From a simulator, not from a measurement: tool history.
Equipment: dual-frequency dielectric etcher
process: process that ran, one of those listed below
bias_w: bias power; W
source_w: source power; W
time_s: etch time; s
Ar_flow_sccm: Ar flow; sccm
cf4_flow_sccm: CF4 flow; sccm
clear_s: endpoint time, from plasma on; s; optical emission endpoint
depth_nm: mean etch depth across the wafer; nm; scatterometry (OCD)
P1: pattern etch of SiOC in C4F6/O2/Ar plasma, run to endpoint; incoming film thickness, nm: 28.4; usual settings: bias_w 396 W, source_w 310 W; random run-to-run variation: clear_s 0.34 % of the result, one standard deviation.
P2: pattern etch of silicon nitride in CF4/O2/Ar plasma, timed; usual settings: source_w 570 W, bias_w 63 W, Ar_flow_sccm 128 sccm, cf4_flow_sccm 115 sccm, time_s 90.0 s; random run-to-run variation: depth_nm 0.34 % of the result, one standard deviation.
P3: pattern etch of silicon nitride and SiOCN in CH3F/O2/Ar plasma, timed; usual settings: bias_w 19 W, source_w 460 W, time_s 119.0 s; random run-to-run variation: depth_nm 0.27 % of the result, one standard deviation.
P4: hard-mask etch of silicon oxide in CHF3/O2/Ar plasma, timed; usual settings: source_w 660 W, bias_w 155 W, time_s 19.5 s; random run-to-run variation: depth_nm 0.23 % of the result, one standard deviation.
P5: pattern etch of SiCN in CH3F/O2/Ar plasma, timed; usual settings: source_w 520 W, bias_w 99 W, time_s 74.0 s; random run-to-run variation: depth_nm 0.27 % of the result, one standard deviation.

| run | hour | process | bias_w | source_w | time_s | Ar_flow_sccm | cf4_flow_sccm | clear_s | depth_nm |
|---|---|---|---|---|---|---|---|---|---|
| 1 | 11.9 | P1 | 396 | 310 |  |  |  | 11.673 |  |
| 2 | 22.6 | P1 | 504 | 210 |  |  |  | 12.386 |  |
| 3 | 36.8 | P1 | 396 | 380 |  |  |  | 10.853 |  |
| 4 | 50.8 | P1 | 247 | 310 |  |  |  | 13.842 |  |
| 5 | 57.8 | P3 | 19 | 300 | 119.0 |  |  |  | 13.681 |
| 6 | 70.0 | P2 | 63 | 570 | 90.0 | 160 | 115 |  | 195.750 |
| 7 | 78.5 | P4 | 155 | 660 | 19.5 |  |  |  | 36.823 |
| 8 | 85.5 | P2 | 63 | 570 | 90.0 | 128 | 85 |  | 194.400 |
| 9 | 94.3 | P4 | 155 | 660 | 26.5 |  |  |  | 49.919 |
| 10 | 108.0 | P1 | 396 | 310 |  |  |  | 11.659 |  |
| 11 | 114.1 | P5 | 79 | 520 | 74.0 |  |  |  | 31.457 |
| 12 | 122.5 | P1 | 396 | 310 |  |  |  | 11.759 |  |
|  | 133.0 | wet clean of the chamber |
| 13 | 134.8 | P5 | 99 | 400 | 74.0 |  |  |  | 31.201 |
| 14 | 143.6 | P2 | 63 | 790 | 90.0 | 128 | 115 |  | 268.150 |
| 15 | 151.1 | P5 | 99 | 520 | 74.0 |  |  |  | 34.295 |
| 16 | 165.0 | P1 | 396 | 240 |  |  |  | 12.847 |  |
| 17 | 171.3 | P1 | 396 | 310 |  |  |  | 11.710 |  |
| 18 | 182.7 | P2 | 63 | 570 | 90.0 | 128 | 115 |  | 202.000 |
| 19 | 195.8 | P4 | 125 | 660 | 19.5 |  |  |  | 34.360 |
| 20 | 209.1 | P3 | 23 | 460 | 119.0 |  |  |  | 17.209 |
| 21 | 219.8 | P3 | 19 | 460 | 65.5 |  |  |  | 8.738 |
| 22 | 231.0 | P4 | 155 | 470 | 19.5 |  |  |  | 32.367 |
| 23 | 240.2 | P3 | 19 | 460 | 119.0 |  |  |  | 15.915 |
| 24 | 247.4 | P1 | 396 | 310 |  |  |  | 11.627 |  |
| 25 | 259.3 | P1 | 511 | 310 |  |  |  | 10.631 |  |
| 26 | 270.3 | P2 | 63 | 570 | 58.0 | 128 | 115 |  | 130.910 |
| 27 | 283.0 | P2 | 75 | 570 | 90.0 | 128 | 115 |  | 216.400 |
| 28 | 292.9 | P5 | 99 | 520 | 97.0 |  |  |  | 44.908 |
| 29 | 301.2 | P1 | 396 | 310 |  |  |  | 11.794 |  |
| 30 | 310.2 | P1 | 396 | 310 |  |  |  | 11.799 |  |
| 31 | 317.0 | P1 | 396 | 310 |  |  |  | 11.901 |  |
| 32 | 327.2 | P1 | 396 | 310 |  |  |  | 11.965 |  |
|  | 330.5 | wet clean of the chamber |
| 33 | 335.7 | P1 | 396 | 310 |  |  |  | 11.918 |  |

Expected results for the next run?
| 34 | 345.0 | P1 | 396 | 310 |  |  |  | ? |  |

{"run 34": {"clear_s": 11.936}}
